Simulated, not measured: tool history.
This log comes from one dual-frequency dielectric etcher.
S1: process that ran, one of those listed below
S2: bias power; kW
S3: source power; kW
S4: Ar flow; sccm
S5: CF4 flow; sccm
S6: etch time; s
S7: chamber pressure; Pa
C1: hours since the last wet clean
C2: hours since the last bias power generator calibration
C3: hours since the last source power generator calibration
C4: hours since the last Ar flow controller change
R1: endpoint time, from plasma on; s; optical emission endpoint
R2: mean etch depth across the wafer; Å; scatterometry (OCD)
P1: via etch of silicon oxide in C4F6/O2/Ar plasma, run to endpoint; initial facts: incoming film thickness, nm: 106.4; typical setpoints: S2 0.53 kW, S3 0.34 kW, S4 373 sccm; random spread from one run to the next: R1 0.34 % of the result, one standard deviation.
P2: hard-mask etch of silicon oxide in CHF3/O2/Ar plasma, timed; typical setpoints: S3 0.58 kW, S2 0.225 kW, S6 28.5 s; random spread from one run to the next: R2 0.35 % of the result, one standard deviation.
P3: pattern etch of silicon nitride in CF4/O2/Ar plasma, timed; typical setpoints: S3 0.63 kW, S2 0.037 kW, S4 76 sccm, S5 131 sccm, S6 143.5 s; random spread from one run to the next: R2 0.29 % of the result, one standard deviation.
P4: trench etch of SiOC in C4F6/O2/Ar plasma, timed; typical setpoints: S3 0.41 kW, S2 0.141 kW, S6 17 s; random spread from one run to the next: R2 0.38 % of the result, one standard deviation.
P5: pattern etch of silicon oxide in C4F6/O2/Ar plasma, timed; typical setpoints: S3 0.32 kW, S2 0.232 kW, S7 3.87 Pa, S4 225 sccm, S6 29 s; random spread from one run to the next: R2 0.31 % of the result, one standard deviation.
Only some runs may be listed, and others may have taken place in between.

run   hour  S1     S2    S3   S4   S5     S6    S7     C1      C2      C3      C4      R1      R2
  1    4.4  P1   0.53  0.34  373                    369.6  1167.2  1121.4   999.1  24.661
  2    8.9  P1  0.686  0.34  373                    374.1  1171.7  1125.9  1003.6  22.395
  3   14.3  P3  0.037  0.63  106  131  143.5        379.5  1177.1  1131.3    1009          2978.4
  4   17.6  P5  0.232  0.32  280          29  3.87  382.8  1180.4  1134.6  1012.3           921.4
  5   22.9  P1   0.53  0.34  373                    388.1  1185.7  1139.9  1017.6  24.585
  6   25.9  P3  0.037  0.42   76  131  143.5        391.1  1188.7  1142.9  1020.6          2163.6
  7   29.1  P1   0.53  0.43  373                    394.3  1191.9  1146.1  1023.8  22.666
  8   34.8  P2  0.225  0.58             28.5          400  1197.6  1151.8  1029.5          619.59
  9   39.5  P1   0.53  0.34  373                    404.7  1202.3  1156.5  1034.2   24.73
 10   45.5  P1  0.626   0.4  373                    410.7  1208.3  1162.5  1040.2  21.787
 11   51.3  P4  0.141  0.26               17        416.5  1214.1  1168.3    1046          275.85
 12   57.7  P4  0.181  0.41               17        422.9  1220.5  1174.7  1052.4           355.8
 13     63  P1   0.53  0.34  373                    428.2  1225.8    1180  1057.7  24.643
 14   68.6  P3  0.037  0.63   76  131  211.5        433.8  1231.4  1185.6  1063.3          4580.5
 15   73.1  P1   0.53  0.34  298                    438.3  1235.9  1190.1  1067.8  24.043
 16   78.3  P5  0.232  0.24  225          29  3.87  443.5  1241.1  1195.3    1073          847.46
 17   81.4  P5   0.28  0.32  225          29  3.87  446.6  1244.2  1198.4  1076.1          1013.2
 18   87.8  P1   0.53  0.34  373                      453  1250.6  1204.8  1082.5  24.823
 19     94  P4  0.141  0.41               17        459.2  1256.8    1211  1088.7          328.48
 20  100.2  P1   0.53  0.34  463                    465.4    1263  1217.2  1094.9  25.201
 21    106  P5  0.232  0.32  225          29     5  471.2  1268.8    1223  1100.7          918.38
 22  112.2  P3  0.051  0.63   76  131  143.5        477.4    1275  1229.2  1106.9          3459.8
 23    118  P1   0.53  0.21  373                    483.2  1280.8    1235  1112.7  29.489
 24  120.9  P5  0.232  0.32  225          29  3.87  486.1  1283.7  1237.9  1115.6          947.12
 25  127.3  P1   0.53  0.34  373                    492.5  1290.1  1244.3    1122  24.697
 26  133.2  P2  0.225  0.79             28.5        498.4    1296  1250.2  1127.9          695.67
 27  137.4  P3  0.037  0.63   76  176  143.5        502.6  1300.2  1254.4  1132.1          3181.1
 28  140.8  P1   0.53  0.34  373                      506  1303.6  1257.8  1135.5  24.701
 29  144.1  P4  0.141  0.41               22        509.3  1306.9  1261.1  1138.8          425.43
 30  148.7  P1  0.363  0.34  373                    513.9  1311.5  1265.7  1143.4  28.403
 31  152.6  P4  0.141  0.41               17        517.8  1315.4  1269.6  1147.3          330.41
 32  158.3  P5  0.232  0.32  225          19  3.87  523.5  1321.1  1275.3    1153           621.2
 33  163.2  P2  0.225  0.58               21        528.4    1326  1280.2  1157.9          459.13
 34  168.5  P2  0.289  0.58             28.5        533.7  1331.3  1285.5  1163.2          678.18
 35  175.2  P1  0.681  0.34  442                    540.4    1338  1292.2  1169.9    22.8
 36  180.8  P3  0.037  0.63   76  131  143.5          546  1343.6  1297.8  1175.5          3114.5
 37  186.2  P1   0.53  0.34  373                    551.4    1349  1303.2  1180.9  24.595
 38    192  P1   0.53  0.34  373                    557.2  1354.8    1309  1186.7  24.592
 39  196.2  P1   0.53  0.34  373                    561.4    1359  1313.2  1190.9  24.369
 40  201.3  P1   0.53  0.34  373                    566.5  1364.1  1318.3    1196  24.393
 41  207.9  P1   0.53  0.34  373                    573.1  1370.7  1324.9  1202.6  24.397
 42  212.3  P1   0.53  0.34  373                    577.5  1375.1  1329.3    1207  24.366
       213  -- wet clean of the chamber
     215.1  -- Ar flow controller replaced
 43  217.3  P1   0.53  0.34  373                      4.3  1380.1  1334.3     2.3  24.322
 44  221.1  P1   0.53  0.34  373                      8.1  1383.9  1338.1     6.1  24.248
 45  224.6  P1   0.53  0.34  373                     11.6  1387.4  1341.6     9.6  24.248
 46  230.1  P1   0.53  0.34  373                     17.1  1392.9  1347.1    15.1  24.332
 47  234.6  P1   0.53  0.34  373                     21.6  1397.4  1351.6    19.6  24.293
 48  240.4  P1   0.53  0.34  373                     27.4  1403.2  1357.4    25.4  24.289

The log shows P1 creeping away from where it was. Any of the 2 causes listed here, at the size stated for it, fits the log just as well as the others:
A: source power that arrives over what is set, % = 4.74
B: bias power that arrives over what is set, % = 4.56
The creep began at about hour 186.2.
What rules out each remaining cause:
chamber walls in a state that raises the etch rate, %: was serviced at hour 213, once the creep was under way, yet the earlier output never came back
Ar flow that arrives under what is set, %: was serviced at hour 215.1, once the creep was under way, yet the earlier output never came back

Below are 4 check runs, each on a single wafer, with their results shown as question marks. Which of them would tell the listed causes apart, meaning the causes would give clearly different results under it?
check 1  246.2  P5  0.232  0.32  225          29  3.87                       ?
check 2  246.2  P2  0.225  0.58             28.5                             ?
check 3  246.2  P3  0.037  0.63   76  131  143.5                             ?
check 4  246.2  P4  0.141  0.41               17                             ?

If the cause were each of the candidates in turn, the checks would give the following:
  check  result    if A    if B
check 1      R2  963.52  961.04
check 2      R2  632.36  631.26
check 3      R2  3235.7    3150
check 4      R2   335.7  334.05
Per check, the gap between the least separated pair of causes, taken in the result that splits them most: check 1 0.26 %; check 2 0.17 %; check 3 2.68 %; check 4 0.49 %
Check 3 is the one run that separates the causes; every other check would come out nearly the same whichever cause is at work.

Check 3 was then run and gave: R2 3152.6 Å. Which cause is it?

Of the candidate causes, it is B: bias power that arrives over what is set, %.

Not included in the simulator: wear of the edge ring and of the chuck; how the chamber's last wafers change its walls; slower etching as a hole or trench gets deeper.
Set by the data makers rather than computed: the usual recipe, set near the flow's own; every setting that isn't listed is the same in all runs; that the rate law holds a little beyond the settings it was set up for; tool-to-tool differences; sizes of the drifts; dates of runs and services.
